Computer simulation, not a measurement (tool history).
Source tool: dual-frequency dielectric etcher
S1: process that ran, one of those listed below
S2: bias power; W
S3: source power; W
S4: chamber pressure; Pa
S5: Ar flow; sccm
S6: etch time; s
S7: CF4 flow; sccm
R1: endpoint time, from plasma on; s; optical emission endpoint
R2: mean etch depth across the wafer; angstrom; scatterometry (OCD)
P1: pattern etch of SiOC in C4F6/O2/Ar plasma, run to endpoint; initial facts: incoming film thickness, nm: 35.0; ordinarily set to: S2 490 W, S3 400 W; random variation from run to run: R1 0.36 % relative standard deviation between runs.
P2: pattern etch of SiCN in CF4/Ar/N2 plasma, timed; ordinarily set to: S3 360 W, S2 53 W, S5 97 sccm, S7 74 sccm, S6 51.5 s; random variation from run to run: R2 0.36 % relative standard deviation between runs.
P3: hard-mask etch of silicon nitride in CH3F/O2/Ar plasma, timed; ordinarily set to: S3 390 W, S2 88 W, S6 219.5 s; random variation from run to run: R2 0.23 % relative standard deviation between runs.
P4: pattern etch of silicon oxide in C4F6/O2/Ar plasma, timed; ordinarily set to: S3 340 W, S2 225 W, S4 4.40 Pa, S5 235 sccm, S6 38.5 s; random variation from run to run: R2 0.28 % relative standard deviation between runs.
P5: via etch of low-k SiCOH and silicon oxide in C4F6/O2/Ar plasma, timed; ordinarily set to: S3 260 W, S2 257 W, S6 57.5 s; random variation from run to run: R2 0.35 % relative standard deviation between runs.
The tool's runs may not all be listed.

run 1 hour=13.2 | S1=P1 S2=490 S3=400 | R1=11.8590
run 2 hour=21.4 | S1=P4 S2=225 S3=220 S4=4.40 S5=235 S6=38.5 | R2=1033.00
run 3 hour=38.9 | S1=P4 S2=290 S3=340 S4=4.40 S5=235 S6=38.5 | R2=1328.30
run 4 hour=55.8 | S1=P4 S2=225 S3=340 S4=4.40 S5=235 S6=38.5 | R2=1221.60
run 5 hour=65.7 | S1=P2 S2=53 S3=480 S5=97 S6=51.5 S7=74 | R2=415.56
run 6 hour=73.5 | S1=P1 S2=490 S3=400 | R1=11.9180
-- hour=76.3 source power generator calibrated
run 7 hour=84.9 | S1=P1 S2=306 S3=400 | R1=13.9950
run 8 hour=93.7 | S1=P1 S2=667 S3=560 | R1=9.3838
run 9 hour=104.0 | S1=P1 S2=490 S3=400 | R1=11.8370
run 10 hour=121.9 | S1=P1 S2=490 S3=400 | R1=11.9360
run 11 hour=135.2 | S1=P2 S2=53 S3=360 S5=97 S6=51.5 S7=47 | R2=298.89
run 12 hour=145.4 | S1=P1 S2=490 S3=330 | R1=12.7910
run 13 hour=157.5 | S1=P3 S2=88 S3=390 S6=141.5 | R2=1002.60
run 14 hour=174.9 | S1=P2 S2=73 S3=360 S5=97 S6=51.5 S7=74 | R2=357.50
run 15 hour=184.0 | S1=P5 S2=167 S3=260 S6=57.5 | R2=1270.40
run 16 hour=196.5 | S1=P5 S2=257 S3=260 S6=57.5 | R2=1466.20
run 17 hour=205.0 | S1=P4 S2=225 S3=340 S4=3.40 S5=235 S6=38.5 | R2=1256.00
run 18 hour=220.9 | S1=P4 S2=225 S3=340 S4=4.40 S5=235 S6=57.5 | R2=1817.50
run 19 hour=232.8 | S1=P4 S2=225 S3=340 S4=4.40 S5=235 S6=38.5 | R2=1211.80
run 20 hour=250.5 | S1=P3 S2=88 S3=560 S6=219.5 | R2=1780.50
run 21 hour=263.0 | S1=P1 S2=490 S3=400 | R1=11.8280
run 22 hour=272.2 | S1=P1 S2=602 S3=400 | R1=10.9050
run 23 hour=288.1 | S1=P5 S2=257 S3=260 S6=57.5 | R2=1471.80
run 24 hour=302.7 | S1=P5 S2=257 S3=200 S6=57.5 | R2=1327.70
run 25 hour=318.1 | S1=P2 S2=53 S3=360 S5=132 S6=51.5 S7=74 | R2=307.28
run 26 hour=326.3 | S1=P1 S2=490 S3=510 | R1=10.8130
run 27 hour=337.0 | S1=P2 S2=53 S3=360 S5=97 S6=51.5 S7=74 | R2=324.53
run 28 hour=350.8 | S1=P1 S2=490 S3=400 | R1=11.7980
run 29 hour=367.2 | S1=P3 S2=88 S3=390 S6=219.5 | R2=1553.30
run 30 hour=381.8 | S1=P4 S2=225 S3=340 S4=4.40 S5=190 S6=38.5 | R2=1242.80
run 31 hour=390.8 | S1=P2 S2=53 S3=360 S5=97 S6=70.5 S7=74 | R2=440.06
run 32 hour=405.9 | S1=P3 S2=104 S3=390 S6=219.5 | R2=1650.20
run 33 hour=416.2 | S1=P5 S2=257 S3=260 S6=71.5 | R2=1831.10
run 34 hour=428.7 | S1=P1 S2=490 S3=400 | R1=11.9450
run 35 hour=444.9 | S1=P1 S2=490 S3=400 | R1=11.7020
run 36 hour=459.3 | S1=P1 S2=490 S3=400 | R1=11.7950
run 37 hour=467.5 | S1=P1 S2=490 S3=400 | R1=11.6880
run 38 hour=485.1 | S1=P1 S2=490 S3=400 | R1=11.6630
run 39 hour=502.5 | S1=P1 S2=490 S3=400 | R1=11.6690
-- hour=507.7 wet clean of the chamber
run 40 hour=520.0 | S1=P1 S2=490 S3=400 | R1=11.6090
run 41 hour=534.3 | S1=P1 S2=490 S3=400 | R1=11.7410
run 42 hour=546.5 | S1=P1 S2=490 S3=400 | R1=11.6040

Run 43 has not been measured yet. What should we expect?
run 43 hour=559.5 | S1=P1 S2=490 S3=400 | R1=?

For run 43 the tool returned R1 11.6040 s.
